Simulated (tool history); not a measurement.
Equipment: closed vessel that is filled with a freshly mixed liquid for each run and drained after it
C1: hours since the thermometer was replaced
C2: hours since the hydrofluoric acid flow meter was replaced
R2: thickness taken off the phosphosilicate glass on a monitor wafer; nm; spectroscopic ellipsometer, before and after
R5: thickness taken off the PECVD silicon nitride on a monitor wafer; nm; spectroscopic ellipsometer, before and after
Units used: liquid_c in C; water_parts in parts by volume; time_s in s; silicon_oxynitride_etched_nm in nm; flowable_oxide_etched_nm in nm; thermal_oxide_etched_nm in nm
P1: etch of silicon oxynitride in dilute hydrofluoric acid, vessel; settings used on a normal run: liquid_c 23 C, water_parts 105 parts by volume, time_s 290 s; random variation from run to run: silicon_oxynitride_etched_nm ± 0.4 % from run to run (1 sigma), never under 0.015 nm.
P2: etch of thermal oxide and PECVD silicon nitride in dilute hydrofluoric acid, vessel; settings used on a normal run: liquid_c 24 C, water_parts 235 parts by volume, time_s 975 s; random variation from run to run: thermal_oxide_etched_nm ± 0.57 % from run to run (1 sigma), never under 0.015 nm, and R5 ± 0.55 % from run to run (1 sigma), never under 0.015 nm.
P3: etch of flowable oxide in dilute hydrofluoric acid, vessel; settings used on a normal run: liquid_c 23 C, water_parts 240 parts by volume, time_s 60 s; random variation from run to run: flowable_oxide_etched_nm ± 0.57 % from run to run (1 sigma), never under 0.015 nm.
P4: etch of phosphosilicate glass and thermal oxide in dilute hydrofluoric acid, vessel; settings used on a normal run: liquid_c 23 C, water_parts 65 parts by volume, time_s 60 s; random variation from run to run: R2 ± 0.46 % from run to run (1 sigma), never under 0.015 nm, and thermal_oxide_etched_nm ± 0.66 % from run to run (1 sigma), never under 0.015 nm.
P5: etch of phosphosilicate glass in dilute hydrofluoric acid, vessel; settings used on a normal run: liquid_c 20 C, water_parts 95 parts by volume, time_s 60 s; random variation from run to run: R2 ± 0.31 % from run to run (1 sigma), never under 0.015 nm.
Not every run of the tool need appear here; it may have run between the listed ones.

run 1 hour=3.8 | process=P1 liquid_c=23 water_parts=105 time_s=290 | C1=1831.6 C2=611.3 | silicon_oxynitride_etched_nm=6.2885
run 2 hour=7.0 | process=P5 liquid_c=20 water_parts=50 time_s=60 | C1=1834.8 C2=614.5 | R2=152.920
run 3 hour=11.3 | process=P1 liquid_c=23 water_parts=105 time_s=530 | C1=1839.1 C2=618.8 | silicon_oxynitride_etched_nm=11.4380
run 4 hour=14.3 | process=P1 liquid_c=23 water_parts=180 time_s=290 | C1=1842.1 C2=621.8 | silicon_oxynitride_etched_nm=3.4178
run 5 hour=18.1 | process=P3 liquid_c=23 water_parts=240 time_s=60 | C1=1845.9 C2=625.6 | flowable_oxide_etched_nm=8.1578
run 6 hour=22.9 | process=P4 liquid_c=19 water_parts=65 time_s=60 | C1=1850.7 C2=630.4 | R2=128.080 thermal_oxide_etched_nm=3.9638
run 7 hour=28.2 | process=P5 liquid_c=20 water_parts=95 time_s=60 | C1=1856.0 C2=635.7 | R2=76.078
run 8 hour=30.7 | process=P1 liquid_c=23 water_parts=105 time_s=290 | C1=1858.5 C2=638.2 | silicon_oxynitride_etched_nm=6.2956
run 9 hour=33.8 | process=P5 liquid_c=17 water_parts=95 time_s=60 | C1=1861.6 C2=641.3 | R2=67.413
run 10 hour=37.4 | process=P1 liquid_c=23 water_parts=170 time_s=115 | C1=1865.2 C2=644.9 | silicon_oxynitride_etched_nm=1.4641
run 11 hour=39.8 | process=P3 liquid_c=23 water_parts=240 time_s=60 | C1=1867.6 C2=647.3 | flowable_oxide_etched_nm=8.1191
run 12 hour=43.8 | process=P4 liquid_c=23 water_parts=65 time_s=30 | C1=1871.6 C2=651.3 | R2=75.485 thermal_oxide_etched_nm=2.3439
run 13 hour=48.8 | process=P2 liquid_c=17 water_parts=235 time_s=975 | C1=1876.6 C2=656.3 | thermal_oxide_etched_nm=12.7510 R5=12.0440
run 14 hour=53.1 | process=P2 liquid_c=24 water_parts=35 time_s=975 | C1=1880.9 C2=660.6 | thermal_oxide_etched_nm=140.4500 R5=121.4900
run 15 hour=58.4 | process=P1 liquid_c=23 water_parts=105 time_s=290 | C1=1886.2 C2=665.9 | silicon_oxynitride_etched_nm=6.3095
run 16 hour=63.3 | process=P5 liquid_c=20 water_parts=95 time_s=60 | C1=1891.1 C2=670.8 | R2=76.513
run 17 hour=67.9 | process=P1 liquid_c=23 water_parts=105 time_s=290 | C1=1895.7 C2=675.4 | silicon_oxynitride_etched_nm=6.2741
run 18 hour=72.6 | process=P2 liquid_c=24 water_parts=235 time_s=255 | C1=1900.4 C2=680.1 | thermal_oxide_etched_nm=4.3238 R5=4.9545
run 19 hour=75.8 | process=P3 liquid_c=17 water_parts=240 time_s=60 | C1=1903.6 C2=683.3 | flowable_oxide_etched_nm=6.4447
run 20 hour=80.8 | process=P2 liquid_c=24 water_parts=235 time_s=975 | C1=1908.6 C2=688.3 | thermal_oxide_etched_nm=16.5900 R5=19.0060
run 21 hour=86.0 | process=P1 liquid_c=23 water_parts=150 time_s=460 | C1=1913.8 C2=693.5 | silicon_oxynitride_etched_nm=6.6873
run 22 hour=91.1 | process=P1 liquid_c=17 water_parts=105 time_s=290 | C1=1918.9 C2=698.6 | silicon_oxynitride_etched_nm=4.6881
run 23 hour=96.6 | process=P4 liquid_c=23 water_parts=65 time_s=60 | C1=1924.4 C2=704.1 | R2=151.220 thermal_oxide_etched_nm=4.7308
run 24 hour=100.3 | process=P1 liquid_c=31 water_parts=105 time_s=290 | C1=1928.1 C2=707.8 | silicon_oxynitride_etched_nm=9.1166
run 25 hour=105.5 | process=P1 liquid_c=23 water_parts=105 time_s=290 | C1=1933.3 C2=713.0 | silicon_oxynitride_etched_nm=6.2553
run 26 hour=110.1 | process=P3 liquid_c=23 water_parts=240 time_s=115 | C1=1937.9 C2=717.6 | flowable_oxide_etched_nm=15.4890
run 27 hour=113.7 | process=P1 liquid_c=23 water_parts=45 time_s=290 | C1=1941.5 C2=721.2 | silicon_oxynitride_etched_nm=15.2780
run 28 hour=119.1 | process=P5 liquid_c=20 water_parts=95 time_s=115 | C1=1946.9 C2=726.6 | R2=145.980
run 29 hour=122.2 | process=P4 liquid_c=23 water_parts=110 time_s=60 | C1=1950.0 C2=729.7 | R2=84.342 thermal_oxide_etched_nm=2.6251
run 30 hour=126.7 | process=P3 liquid_c=23 water_parts=45 time_s=60 | C1=1954.5 C2=734.2 | flowable_oxide_etched_nm=54.1640
run 31 hour=130.5 | process=P1 liquid_c=23 water_parts=105 time_s=290 | C1=1958.3 C2=738.0 | silicon_oxynitride_etched_nm=6.2486
run 32 hour=133.5 | process=P2 liquid_c=24 water_parts=235 time_s=975 | C1=1961.3 C2=741.0 | thermal_oxide_etched_nm=16.5060 R5=18.7690
run 33 hour=139.0 | process=P1 liquid_c=23 water_parts=105 time_s=160 | C1=1966.8 C2=746.5 | silicon_oxynitride_etched_nm=3.4750
run 34 hour=141.9 | process=P1 liquid_c=23 water_parts=105 time_s=290 | C1=1969.7 C2=749.4 | silicon_oxynitride_etched_nm=6.3404
run 35 hour=144.4 | process=P1 liquid_c=23 water_parts=105 time_s=290 | C1=1972.2 C2=751.9 | silicon_oxynitride_etched_nm=6.1470
run 36 hour=148.2 | process=P1 liquid_c=23 water_parts=105 time_s=290 | C1=1976.0 C2=755.7 | silicon_oxynitride_etched_nm=5.9725
run 37 hour=153.1 | process=P1 liquid_c=23 water_parts=105 time_s=290 | C1=1980.9 C2=760.6 | silicon_oxynitride_etched_nm=5.8835
run 38 hour=158.0 | process=P1 liquid_c=23 water_parts=105 time_s=290 | C1=1985.8 C2=765.5 | silicon_oxynitride_etched_nm=5.8935
run 39 hour=160.6 | process=P1 liquid_c=23 water_parts=105 time_s=290 | C1=1988.4 C2=768.1 | silicon_oxynitride_etched_nm=5.8533
run 40 hour=164.9 | process=P1 liquid_c=23 water_parts=105 time_s=290 | C1=1992.7 C2=772.4 | silicon_oxynitride_etched_nm=5.8625
run 41 hour=168.1 | process=P1 liquid_c=23 water_parts=105 time_s=290 | C1=1995.9 C2=775.6 | silicon_oxynitride_etched_nm=5.8581

P1 has crept away from where it was. The log is fitted equally well by each of these 2 causes, at the sizes shown:
A: hydrofluoric acid flow below the setpoint (%) = 6.52
B: liquid colder than its thermometer reads (K) = 1.54
The onset of the drift is placed at about hour 141.9.

Listed below are the offered check runs, one wafer per run, with question marks in place of results. For which of them would the causes give clearly different outcomes?
run check 1 hour=171.3 | process=P4 liquid_c=23 water_parts=65 time_s=40 | R2=? thermal_oxide_etched_nm=?
run check 2 hour=171.3 | process=P2 liquid_c=21 water_parts=45 time_s=975 | thermal_oxide_etched_nm=? R5=?
run check 3 hour=171.3 | process=P3 liquid_c=23 water_parts=50 time_s=80 | flowable_oxide_etched_nm=?
run check 4 hour=171.3 | process=P5 liquid_c=17 water_parts=65 time_s=60 | R2=?

Predicted outcomes, by check and by cause:
check=check_1 result=R2 if_A=93.220 if_B=94.113
check=check_1 result=thermal_oxide_etched_nm if_A=2.9086 if_B=2.9364
check=check_2 result=thermal_oxide_etched_nm if_A=88.9870 if_B=89.5050
check=check_2 result=R5 if_A=73.1840 if_B=70.2140
check=check_3 result=flowable_oxide_etched_nm if_A=59.7100 if_B=60.1720
check=check_4 result=R2 if_A=94.603 if_B=95.130
Per-check spread between the two closest causes, in the result where they differ most: check 1 0.95 %; check 2 4.14 %; check 3 0.77 %; check 4 0.56 %
The other checks would show nearly matching results whichever cause is true, so check 2 is the only one that separates the causes.

The results of check 2 are: thermal_oxide_etched_nm 89.1790 nm; R5 70.7450 nm. Based on these, which of the listed causes is it?

The cause is B: liquid colder than its thermometer reads (K).

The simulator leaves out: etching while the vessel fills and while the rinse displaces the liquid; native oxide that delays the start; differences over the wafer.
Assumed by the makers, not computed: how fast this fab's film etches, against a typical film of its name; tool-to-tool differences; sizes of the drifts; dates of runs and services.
